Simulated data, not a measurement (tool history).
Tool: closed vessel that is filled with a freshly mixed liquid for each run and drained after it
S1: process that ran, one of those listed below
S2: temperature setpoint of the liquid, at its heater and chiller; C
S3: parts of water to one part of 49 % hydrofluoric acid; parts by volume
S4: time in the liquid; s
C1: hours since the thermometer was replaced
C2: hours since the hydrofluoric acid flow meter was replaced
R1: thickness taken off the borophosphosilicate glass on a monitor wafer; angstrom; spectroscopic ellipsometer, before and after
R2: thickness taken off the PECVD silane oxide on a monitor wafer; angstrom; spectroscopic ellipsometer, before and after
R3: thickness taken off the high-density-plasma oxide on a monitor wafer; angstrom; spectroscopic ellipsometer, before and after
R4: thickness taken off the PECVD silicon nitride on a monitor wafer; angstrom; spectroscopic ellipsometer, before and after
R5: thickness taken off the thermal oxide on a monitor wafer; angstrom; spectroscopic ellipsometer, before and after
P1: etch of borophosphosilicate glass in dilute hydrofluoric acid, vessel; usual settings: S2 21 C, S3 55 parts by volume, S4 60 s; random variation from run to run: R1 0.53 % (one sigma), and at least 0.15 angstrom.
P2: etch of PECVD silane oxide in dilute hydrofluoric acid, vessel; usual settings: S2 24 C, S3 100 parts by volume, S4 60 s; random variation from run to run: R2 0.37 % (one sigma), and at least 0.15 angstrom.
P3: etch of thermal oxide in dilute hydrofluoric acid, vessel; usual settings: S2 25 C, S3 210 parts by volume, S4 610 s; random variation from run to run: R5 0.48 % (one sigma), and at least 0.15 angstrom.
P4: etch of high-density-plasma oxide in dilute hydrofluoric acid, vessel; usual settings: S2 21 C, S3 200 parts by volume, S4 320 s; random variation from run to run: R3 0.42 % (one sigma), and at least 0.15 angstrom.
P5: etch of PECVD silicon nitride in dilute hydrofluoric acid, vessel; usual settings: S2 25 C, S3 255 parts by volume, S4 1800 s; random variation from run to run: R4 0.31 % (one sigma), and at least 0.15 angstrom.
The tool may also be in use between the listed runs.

| run | hour | S1 | S2 | S3 | S4 | C1 | C2 | R1 | R2 | R3 | R4 | R5 |
|---|---|---|---|---|---|---|---|---|---|---|---|---|
| 1 | 3.4 | P1 | 21 | 55 | 60 | 180.1 | 189.3 | 423.98 |  |  |  |  |
| 2 | 7.1 | P2 | 24 | 140 | 60 | 183.8 | 193 |  | 132.7 |  |  |  |
| 3 | 10.3 | P4 | 17 | 200 | 320 | 187 | 196.2 |  |  | 69.237 |  |  |
| 4 | 14.4 | P1 | 21 | 20 | 60 | 191.1 | 200.3 | 1232.6 |  |  |  |  |
| 5 | 18.1 | P1 | 21 | 55 | 60 | 194.8 | 204 | 426.12 |  |  |  |  |
| 6 | 22.6 | P5 | 25 | 45 | 1800 | 199.3 | 208.5 |  |  |  | 846.69 |  |
| 7 | 25.4 | P5 | 25 | 255 | 1800 | 202.1 | 211.3 |  |  |  | 152.52 |  |
| 8 | 30.8 | P1 | 17 | 20 | 60 | 207.5 | 216.7 | 1030.6 |  |  |  |  |
| 9 | 34.5 | P3 | 25 | 210 | 610 | 211.2 | 220.4 |  |  |  |  | 121.37 |
| 10 | 37.2 | P1 | 21 | 55 | 60 | 213.9 | 223.1 | 425.28 |  |  |  |  |
| 11 | 40.1 | P4 | 21 | 200 | 320 | 216.8 | 226 |  |  | 80.689 |  |  |
| 12 | 44.2 | P1 | 21 | 55 | 60 | 220.9 | 230.1 | 424.26 |  |  |  |  |
| 13 | 47.5 | P1 | 21 | 55 | 30 | 224.2 | 233.4 | 213.23 |  |  |  |  |
| 14 | 52.4 | P1 | 17 | 55 | 60 | 229.1 | 238.3 | 359.95 |  |  |  |  |
| 15 | 55 | P1 | 21 | 55 | 60 | 231.7 | 240.9 | 429.53 |  |  |  |  |
| 16 | 61 | P1 | 21 | 55 | 115 | 237.7 | 246.9 | 821.47 |  |  |  |  |
| 17 | 64.3 | P2 | 24 | 100 | 30 | 241 | 250.2 |  | 98.046 |  |  |  |
| 18 | 68 | P3 | 25 | 210 | 325 | 244.7 | 253.9 |  |  |  |  | 64.61 |
| 19 | 72.9 | P3 | 17.5 | 210 | 610 | 249.6 | 258.8 |  |  |  |  | 90.11 |
| 20 | 78.2 | P1 | 21 | 95 | 60 | 254.9 | 264.1 | 235.45 |  |  |  |  |
| 21 | 81.3 | P2 | 24 | 100 | 60 | 258 | 267.2 |  | 195.38 |  |  |  |
| 22 | 84.7 | P2 | 17.5 | 100 | 60 | 261.4 | 270.6 |  | 149.29 |  |  |  |
| 23 | 88.1 | P1 | 28 | 55 | 60 | 264.8 | 274 | 567.36 |  |  |  |  |
|  | 92.3 | thermometer replaced |
| 24 | 93.6 | P5 | 25 | 255 | 3395 | 1.4 | 279.5 |  |  |  | 287.21 |  |
| 25 | 97.6 | P4 | 21 | 200 | 175 | 5.4 | 283.5 |  |  | 44.375 |  |  |
| 26 | 101.1 | P3 | 25 | 70 | 610 | 8.9 | 287 |  |  |  |  | 428.53 |
| 27 | 105.6 | P5 | 18 | 255 | 1800 | 13.4 | 291.5 |  |  |  | 97.238 |  |
| 28 | 110 | P5 | 25 | 255 | 1800 | 17.8 | 295.9 |  |  |  | 152.25 |  |
| 29 | 115 | P1 | 21 | 55 | 60 | 22.8 | 300.9 | 425.45 |  |  |  |  |
| 30 | 118.1 | P4 | 21 | 60 | 320 | 25.9 | 304 |  |  | 314.16 |  |  |
| 31 | 122.2 | P4 | 21 | 200 | 320 | 30 | 308.1 |  |  | 79.439 |  |  |
| 32 | 126.8 | P1 | 21 | 55 | 60 | 34.6 | 312.7 | 426.6 |  |  |  |  |
| 33 | 129.9 | P1 | 21 | 55 | 60 | 37.7 | 315.8 | 422.27 |  |  |  |  |
| 34 | 132.9 | P1 | 21 | 55 | 60 | 40.7 | 318.8 | 412.36 |  |  |  |  |
| 35 | 135.8 | P1 | 21 | 55 | 60 | 43.6 | 321.7 | 408.68 |  |  |  |  |
| 36 | 138.5 | P1 | 21 | 55 | 60 | 46.3 | 324.4 | 406.87 |  |  |  |  |
| 37 | 142.6 | P1 | 21 | 55 | 60 | 50.4 | 328.5 | 402.1 |  |  |  |  |
| 38 | 148.3 | P1 | 21 | 55 | 60 | 56.1 | 334.2 | 399.36 |  |  |  |  |
| 39 | 151.5 | P1 | 21 | 55 | 60 | 59.3 | 337.4 | 401.25 |  |  |  |  |
| 40 | 154.5 | P1 | 21 | 55 | 60 | 62.3 | 340.4 | 395.53 |  |  |  |  |
| 41 | 159.5 | P1 | 21 | 55 | 60 | 67.3 | 345.4 | 394.66 |  |  |  |  |
| 42 | 164.4 | P1 | 21 | 55 | 60 | 72.2 | 350.3 | 397.69 |  |  |  |  |

What P1 gives has crept away from where it was. These 2 causes fit the log equally well, each at the size given:
A: hydrofluoric acid flow below the setpoint (%) = 6.38
B: liquid colder than its thermometer reads (K) = 1.67
The creep began at about hour 126.8.

4 check runs are offered, one wafer each, their results left as question marks. Which one tells the causes apart?
| check 1 | 169.3 | P5 | 18 | 255 | 3390 |  |  |  |  |  | ? |  |
| check 2 | 169.3 | P3 | 19.5 | 130 | 610 |  |  |  |  |  |  | ? |
| check 3 | 169.3 | P2 | 20.5 | 100 | 30 |  |  |  | ? |  |  |  |
| check 4 | 169.3 | P4 | 17 | 200 | 320 |  |  |  |  | ? |  |  |

What each check would give under each cause:
| check | result | if A | if B |
|---|---|---|---|
| check 1 | R4 | 172.27 | 164.29 |
| check 2 | R5 | 159.98 | 161.12 |
| check 3 | R2 | 78.728 | 79.101 |
| check 4 | R3 | 63.521 | 64.231 |
How far apart the two closest causes lie, in the result that separates them most: check 1 4.74 %; check 2 0.71 %; check 3 0.47 %; check 4 1.11 %
Check 1 tells the causes apart: in the others they would give nearly the same result.

Then check 1 was run and gave: R4 164.27 angstrom. Which cause is it?

It is B: liquid colder than its thermometer reads (K).

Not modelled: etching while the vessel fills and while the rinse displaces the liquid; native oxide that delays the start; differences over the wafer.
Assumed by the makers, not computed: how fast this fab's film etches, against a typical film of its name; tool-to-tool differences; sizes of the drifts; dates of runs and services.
